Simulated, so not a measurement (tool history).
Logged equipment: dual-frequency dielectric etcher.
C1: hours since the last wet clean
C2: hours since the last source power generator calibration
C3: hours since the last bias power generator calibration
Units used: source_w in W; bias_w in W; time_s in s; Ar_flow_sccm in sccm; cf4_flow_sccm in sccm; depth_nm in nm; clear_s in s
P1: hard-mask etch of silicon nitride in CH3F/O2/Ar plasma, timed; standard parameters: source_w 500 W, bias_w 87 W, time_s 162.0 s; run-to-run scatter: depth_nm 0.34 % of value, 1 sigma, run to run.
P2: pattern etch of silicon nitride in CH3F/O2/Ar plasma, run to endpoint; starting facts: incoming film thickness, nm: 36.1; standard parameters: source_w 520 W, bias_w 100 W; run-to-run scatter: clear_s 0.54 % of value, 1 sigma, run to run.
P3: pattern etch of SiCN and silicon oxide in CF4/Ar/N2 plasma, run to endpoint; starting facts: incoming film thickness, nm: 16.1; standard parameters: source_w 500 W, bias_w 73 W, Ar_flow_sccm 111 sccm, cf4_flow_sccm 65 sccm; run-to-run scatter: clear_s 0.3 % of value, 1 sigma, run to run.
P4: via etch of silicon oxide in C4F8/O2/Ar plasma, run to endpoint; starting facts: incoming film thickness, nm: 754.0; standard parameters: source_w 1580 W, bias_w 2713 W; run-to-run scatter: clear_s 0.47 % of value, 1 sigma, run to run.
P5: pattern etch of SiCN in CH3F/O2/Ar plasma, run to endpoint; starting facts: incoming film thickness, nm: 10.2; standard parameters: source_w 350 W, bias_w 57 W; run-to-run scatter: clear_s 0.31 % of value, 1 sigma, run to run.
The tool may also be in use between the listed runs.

run 1 hour=12.8 | process=P1 source_w=500 bias_w=87 time_s=162.0 | C1=59.3 C2=636.8 C3=837.9 | depth_nm=137.060
run 2 hour=28.0 | process=P1 source_w=500 bias_w=87 time_s=162.0 | C1=74.5 C2=652.0 C3=853.1 | depth_nm=136.860
run 3 hour=45.0 | process=P3 source_w=500 bias_w=50 Ar_flow_sccm=111 cf4_flow_sccm=65 | C1=91.5 C2=669.0 C3=870.1 | clear_s=20.065
run 4 hour=60.4 | process=P1 source_w=500 bias_w=67 time_s=162.0 | C1=106.9 C2=684.4 C3=885.5 | depth_nm=125.810
run 5 hour=71.5 | process=P1 source_w=500 bias_w=87 time_s=162.0 | C1=118.0 C2=695.5 C3=896.6 | depth_nm=137.010
run 6 hour=89.6 | process=P1 source_w=640 bias_w=117 time_s=162.0 | C1=136.1 C2=713.6 C3=914.7 | depth_nm=168.560
run 7 hour=99.1 | process=P3 source_w=500 bias_w=73 Ar_flow_sccm=152 cf4_flow_sccm=65 | C1=145.6 C2=723.1 C3=924.2 | clear_s=18.648
run 8 hour=115.2 | process=P1 source_w=390 bias_w=87 time_s=162.0 | C1=161.7 C2=739.2 C3=940.3 | depth_nm=125.270
run 9 hour=132.6 | process=P5 source_w=350 bias_w=70 | C1=179.1 C2=756.6 C3=957.7 | clear_s=28.874
run 10 hour=148.1 | process=P4 source_w=1200 bias_w=2713 | C1=194.6 C2=772.1 C3=973.2 | clear_s=160.520
run 11 hour=164.4 | process=P1 source_w=500 bias_w=87 time_s=162.0 | C1=210.9 C2=788.4 C3=989.5 | depth_nm=138.360
run 12 hour=181.5 | process=P3 source_w=500 bias_w=73 Ar_flow_sccm=111 cf4_flow_sccm=65 | C1=228.0 C2=805.5 C3=1006.6 | clear_s=17.861
run 13 hour=189.6 | process=P3 source_w=680 bias_w=73 Ar_flow_sccm=111 cf4_flow_sccm=65 | C1=236.1 C2=813.6 C3=1014.7 | clear_s=13.550
run 14 hour=199.2 | process=P5 source_w=350 bias_w=57 | C1=245.7 C2=823.2 C3=1024.3 | clear_s=31.078
run 15 hour=210.9 | process=P1 source_w=650 bias_w=87 time_s=162.0 | C1=257.4 C2=834.9 C3=1036.0 | depth_nm=150.950
run 16 hour=228.5 | process=P2 source_w=520 bias_w=100 | C1=275.0 C2=852.5 C3=1053.6 | clear_s=41.300
run 17 hour=237.0 | process=P2 source_w=520 bias_w=66 | C1=283.5 C2=861.0 C3=1062.1 | clear_s=47.812
run 18 hour=252.1 | process=P5 source_w=270 bias_w=57 | C1=298.6 C2=876.1 C3=1077.2 | clear_s=34.259
run 19 hour=262.6 | process=P1 source_w=500 bias_w=87 time_s=218.0 | C1=309.1 C2=886.6 C3=1087.7 | depth_nm=183.650
run 20 hour=280.1 | process=P1 source_w=500 bias_w=87 time_s=97.5 | C1=326.6 C2=904.1 C3=1105.2 | depth_nm=82.265
run 21 hour=288.4 | process=P4 source_w=1580 bias_w=2713 | C1=334.9 C2=912.4 C3=1113.5 | clear_s=143.900
run 22 hour=297.8 | process=P4 source_w=1580 bias_w=3371 | C1=344.3 C2=921.8 C3=1122.9 | clear_s=135.200
run 23 hour=314.0 | process=P3 source_w=500 bias_w=73 Ar_flow_sccm=111 cf4_flow_sccm=38 | C1=360.5 C2=938.0 C3=1139.1 | clear_s=19.305
run 24 hour=322.9 | process=P2 source_w=620 bias_w=100 | C1=369.4 C2=946.9 C3=1148.0 | clear_s=39.158
run 25 hour=336.6 | process=P2 source_w=520 bias_w=100 | C1=383.1 C2=960.6 C3=1161.7 | clear_s=41.805
run 26 hour=346.8 | process=P1 source_w=500 bias_w=121 time_s=162.0 | C1=393.3 C2=970.8 C3=1171.9 | depth_nm=153.950
run 27 hour=361.6 | process=P1 source_w=500 bias_w=87 time_s=162.0 | C1=408.1 C2=985.6 C3=1186.7 | depth_nm=136.620
run 28 hour=375.1 | process=P1 source_w=500 bias_w=87 time_s=162.0 | C1=421.6 C2=999.1 C3=1200.2 | depth_nm=137.030
run 29 hour=384.4 | process=P1 source_w=500 bias_w=87 time_s=162.0 | C1=430.9 C2=1008.4 C3=1209.5 | depth_nm=137.260
run 30 hour=396.8 | process=P1 source_w=500 bias_w=87 time_s=162.0 | C1=443.3 C2=1020.8 C3=1221.9 | depth_nm=138.660
run 31 hour=412.7 | process=P1 source_w=500 bias_w=87 time_s=162.0 | C1=459.2 C2=1036.7 C3=1237.8 | depth_nm=138.980
run 32 hour=421.5 | process=P1 source_w=500 bias_w=87 time_s=162.0 | C1=468.0 C2=1045.5 C3=1246.6 | depth_nm=139.390
-- hour=433.2 wet clean of the chamber
run 33 hour=435.8 | process=P1 source_w=500 bias_w=87 time_s=162.0 | C1=2.7 C2=1059.8 C3=1260.9 | depth_nm=138.500
run 34 hour=444.0 | process=P1 source_w=500 bias_w=87 time_s=162.0 | C1=10.9 C2=1068.0 C3=1269.1 | depth_nm=139.420
run 35 hour=457.5 | process=P1 source_w=500 bias_w=87 time_s=162.0 | C1=24.4 C2=1081.5 C3=1282.6 | depth_nm=139.600
run 36 hour=472.1 | process=P1 source_w=500 bias_w=87 time_s=162.0 | C1=39.0 C2=1096.1 C3=1297.2 | depth_nm=140.140
run 37 hour=487.7 | process=P1 source_w=500 bias_w=87 time_s=162.0 | C1=54.6 C2=1111.7 C3=1312.8 | depth_nm=139.400

What P1 gives has crept away from where it was. These 2 causes fit the log equally well, each at the size given:
A: bias power that arrives over what is set, % = 4.87
B: source power that arrives over what is set, % = 4.56
The creep began at about hour 375.1.
Other possible causes, and why each is ruled out:
chamber walls in a state that raises the etch rate, %: serviced at hour 433.2, after the change had begun; the process did not return to its earlier output

Listed below are the offered check runs, one wafer per run, with question marks in place of results. For which of them would the causes give clearly different outcomes?
run check 1 hour=503.3 | process=P3 source_w=500 bias_w=73 Ar_flow_sccm=111 cf4_flow_sccm=65 | clear_s=?
run check 2 hour=503.3 | process=P2 source_w=520 bias_w=100 | clear_s=?
run check 3 hour=503.3 | process=P5 source_w=350 bias_w=57 | clear_s=?
run check 4 hour=503.3 | process=P4 source_w=1580 bias_w=2713 | clear_s=?

What each check would give under each cause:
check=check_1 result=clear_s if_A=17.449 if_B=17.056
check=check_2 result=clear_s if_A=40.898 if_B=40.920
check=check_3 result=clear_s if_A=30.580 if_B=30.556
check=check_4 result=clear_s if_A=142.390 if_B=142.010
Minimum pairwise separation of causes per check, each pair taken at its best-separating result: check 1 2.27 %; check 2 0.05 %; check 3 0.08 %; check 4 0.26 %
The causes can be told apart only by check 1. The other checks would give nearly the same results under each of them.

Then check 1 was run and gave: clear_s 17.065 s. Which cause is it?

B is the cause: source power that arrives over what is set, %.
